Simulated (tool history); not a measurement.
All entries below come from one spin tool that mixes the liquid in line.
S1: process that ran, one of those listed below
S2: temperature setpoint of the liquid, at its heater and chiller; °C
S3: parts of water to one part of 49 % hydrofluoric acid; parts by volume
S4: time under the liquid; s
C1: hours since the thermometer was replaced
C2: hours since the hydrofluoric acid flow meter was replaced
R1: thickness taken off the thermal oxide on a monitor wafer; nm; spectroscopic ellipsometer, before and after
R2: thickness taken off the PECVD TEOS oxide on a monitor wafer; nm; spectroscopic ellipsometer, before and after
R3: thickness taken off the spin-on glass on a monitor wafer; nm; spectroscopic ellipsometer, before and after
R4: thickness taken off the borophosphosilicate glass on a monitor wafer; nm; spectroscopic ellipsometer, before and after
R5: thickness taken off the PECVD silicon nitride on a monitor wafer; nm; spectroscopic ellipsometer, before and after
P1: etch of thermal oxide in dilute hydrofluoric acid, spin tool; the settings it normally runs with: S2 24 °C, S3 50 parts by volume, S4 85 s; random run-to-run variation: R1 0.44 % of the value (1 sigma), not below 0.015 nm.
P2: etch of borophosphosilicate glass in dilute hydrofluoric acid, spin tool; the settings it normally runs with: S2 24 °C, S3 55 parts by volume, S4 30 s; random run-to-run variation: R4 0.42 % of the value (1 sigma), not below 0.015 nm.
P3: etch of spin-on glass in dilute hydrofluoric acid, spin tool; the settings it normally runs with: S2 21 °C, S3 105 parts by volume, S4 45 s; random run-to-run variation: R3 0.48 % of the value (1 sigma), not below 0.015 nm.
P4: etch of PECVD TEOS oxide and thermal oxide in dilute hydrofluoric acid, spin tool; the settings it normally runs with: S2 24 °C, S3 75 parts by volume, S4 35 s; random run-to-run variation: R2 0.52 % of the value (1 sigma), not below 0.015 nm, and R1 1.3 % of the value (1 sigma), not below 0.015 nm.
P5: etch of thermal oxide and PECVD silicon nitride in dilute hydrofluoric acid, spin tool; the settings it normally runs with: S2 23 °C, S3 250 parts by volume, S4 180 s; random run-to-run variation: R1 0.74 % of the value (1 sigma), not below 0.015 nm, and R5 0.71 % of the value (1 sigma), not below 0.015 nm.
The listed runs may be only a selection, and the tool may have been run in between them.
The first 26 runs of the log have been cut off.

Run 27, day 10.971: S1 P5, S2 23 °C, S3 250 parts by volume, S4 180 s; C1 1207.5; C2 127.8. Result: R1 2.7742 nm, R5 3.8471 nm.
Run 28, day 11.479: S1 P1, S2 24 °C, S3 50 parts by volume, S4 15 s; C1 1219.7; C2 140. Result: R1 1.4869 nm.
Run 29, day 11.808: S1 P3, S2 21 °C, S3 185 parts by volume, S4 45 s; C1 1227.6; C2 147.9. Result: R3 5.3627 nm.
Run 30, day 12.096: S1 P3, S2 21 °C, S3 105 parts by volume, S4 75 s; C1 1234.5; C2 154.8. Result: R3 17.344 nm.
Run 31, day 12.442: S1 P4, S2 18 °C, S3 75 parts by volume, S4 35 s; C1 1242.8; C2 163.1. Result: R1 1.7183 nm, R2 6.3842 nm.
Run 32, day 12.821: S1 P1, S2 24 °C, S3 50 parts by volume, S4 85 s; C1 1251.9; C2 172.2. Result: R1 8.3635 nm.
Run 33, day 13.104: S1 P1, S2 24 °C, S3 50 parts by volume, S4 85 s; C1 1258.7; C2 179. Result: R1 8.4771 nm.
Run 34, day 13.354: S1 P1, S2 24 °C, S3 50 parts by volume, S4 85 s; C1 1264.7; C2 185. Result: R1 8.6957 nm.
Run 35, day 13.854: S1 P1, S2 24 °C, S3 50 parts by volume, S4 85 s; C1 1276.7; C2 197. Result: R1 8.8201 nm.
Run 36, day 14.371: S1 P1, S2 24 °C, S3 50 parts by volume, S4 85 s; C1 1289.1; C2 209.4. Result: R1 8.8718 nm.
Run 37, day 14.921: S1 P1, S2 24 °C, S3 50 parts by volume, S4 85 s; C1 1302.3; C2 222.6. Result: R1 8.9217 nm.
Run 38, day 15.188: S1 P1, S2 24 °C, S3 50 parts by volume, S4 85 s; C1 1308.7; C2 229. Result: R1 9.0018 nm.
Run 39, day 15.717: S1 P1, S2 24 °C, S3 50 parts by volume, S4 85 s; C1 1321.4; C2 241.7. Result: R1 9.0501 nm.

Run 40 has not been measured yet. What should we expect?
Run 40, day 16.062: S1 P1, S2 24 °C, S3 50 parts by volume, S4 85 s; C1 1329.7; C2 250. Result: R1 ?.

Run 40 came out at R1 8.9207 nm.
